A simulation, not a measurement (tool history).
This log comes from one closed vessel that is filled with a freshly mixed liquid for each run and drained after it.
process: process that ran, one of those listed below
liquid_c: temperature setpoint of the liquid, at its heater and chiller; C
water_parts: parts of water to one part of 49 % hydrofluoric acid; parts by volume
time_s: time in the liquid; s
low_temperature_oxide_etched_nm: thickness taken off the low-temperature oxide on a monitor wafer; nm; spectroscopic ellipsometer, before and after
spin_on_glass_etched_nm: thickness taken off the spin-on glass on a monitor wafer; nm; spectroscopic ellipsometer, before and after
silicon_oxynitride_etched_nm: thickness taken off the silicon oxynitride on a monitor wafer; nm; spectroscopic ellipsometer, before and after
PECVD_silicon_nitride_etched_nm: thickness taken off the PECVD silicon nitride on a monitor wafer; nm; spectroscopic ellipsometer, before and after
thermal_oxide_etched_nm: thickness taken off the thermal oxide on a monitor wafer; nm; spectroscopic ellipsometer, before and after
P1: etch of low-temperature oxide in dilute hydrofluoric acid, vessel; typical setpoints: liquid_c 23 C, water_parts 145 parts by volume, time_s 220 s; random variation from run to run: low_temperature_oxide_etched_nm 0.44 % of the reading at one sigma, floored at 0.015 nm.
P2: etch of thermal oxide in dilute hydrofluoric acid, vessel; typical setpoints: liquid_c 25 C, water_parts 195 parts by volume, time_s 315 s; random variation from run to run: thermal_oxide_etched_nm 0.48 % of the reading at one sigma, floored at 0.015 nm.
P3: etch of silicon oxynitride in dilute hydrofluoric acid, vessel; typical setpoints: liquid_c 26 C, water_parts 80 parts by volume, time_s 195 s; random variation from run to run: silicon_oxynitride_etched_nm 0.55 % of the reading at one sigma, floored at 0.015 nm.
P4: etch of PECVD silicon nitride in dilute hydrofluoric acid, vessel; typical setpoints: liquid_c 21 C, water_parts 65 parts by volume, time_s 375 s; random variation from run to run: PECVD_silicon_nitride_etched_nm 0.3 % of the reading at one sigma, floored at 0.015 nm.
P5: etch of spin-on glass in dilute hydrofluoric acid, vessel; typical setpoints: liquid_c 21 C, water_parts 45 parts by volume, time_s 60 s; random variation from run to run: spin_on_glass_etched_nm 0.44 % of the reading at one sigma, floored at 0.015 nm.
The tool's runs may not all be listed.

run	hour	process	liquid_c	water_parts	time_s	hours since the thermometer was replaced	hours since the hydrofluoric acid flow meter was replaced	low_temperature_oxide_etched_nm	spin_on_glass_etched_nm	silicon_oxynitride_etched_nm	PECVD_silicon_nitride_etched_nm	thermal_oxide_etched_nm
1	7.8	P1	23	145	220	275	469.2	21.119				
2	15.5	P1	23	260	220	282.7	476.9	10.362				
3	24.7	P5	17	45	60	291.9	486.1		44.338			
4	32.5	P5	21	45	60	299.7	493.9		52.231			
# hour 34.8: hydrofluoric acid flow meter replaced
5	42.1	P3	18	80	195	309.3	7.3			3.1616		
6	53.6	P5	21	45	60	320.8	18.8		52.393			
7	60.1	P1	23	145	55	327.3	25.3	5.2795				
8	69.1	P4	21	65	655	336.3	34.3				26.839	
9	79.7	P2	25	195	315	346.9	44.9					7.0013
10	87.9	P2	20.5	195	315	355.1	53.1					5.845
11	99	P3	26	120	195	366.2	64.2			3.0165		
12	111.9	P3	26	80	30	379.1	77.1			0.72615		
13	118.5	P1	28.5	145	30	385.7	83.7	3.4972				
14	127.6	P2	25	35	315	394.8	92.8					47.159
15	134.2	P1	23	145	220	401.4	99.4	21.269				
16	141.3	P1	23	145	220	408.5	106.5	21.14				
17	150.5	P5	21	45	30	417.7	115.7		26.113			
18	158.2	P4	21	110	375	425.4	123.4				9.1608	
19	166.5	P2	25	195	165	433.7	131.7					3.655
20	178.1	P4	21	65	375	445.3	143.3				15.37	
21	189.6	P3	26	80	195	456.8	154.8			4.6887		
22	197.1	P1	18	145	220	464.3	162.3	17.445				
23	209.1	P1	17	90	220	476.3	174.3	27.988				
24	220.4	P5	21	75	60	487.6	185.6		30.277			
25	231.3	P1	27.5	145	320	498.5	196.5	36.132				
26	238.3	P1	23	50	220	505.5	203.5	68.659				
27	251.3	P1	29	145	220	518.5	216.5	26.3				
28	263.8	P4	17	65	375	531	229				11.638	
29	273	P1	23	145	220	540.2	238.2	21.135				
30	279.1	P1	23	145	435	546.3	244.3	41.286				
31	291.7	P1	23	145	220	558.9	256.9	20.993				
32	302.2	P1	23	145	220	569.4	267.4	20.544				
33	312.4	P1	23	145	220	579.6	277.6	20.1				
34	318.5	P1	23	145	220	585.7	283.7	20.003				
35	328.6	P1	23	145	220	595.8	293.8	19.82				
36	340.9	P1	23	145	220	608.1	306.1	19.835				
37	350.6	P1	23	145	220	617.8	315.8	19.578				
38	361.8	P1	23	145	220	629	327	19.711				

Run 39 is up next; what results do you expect?
39	373.7	P1	23	145	220	640.9	338.9	?				

low_temperature_oxide_etched_nm: 19.544 nm
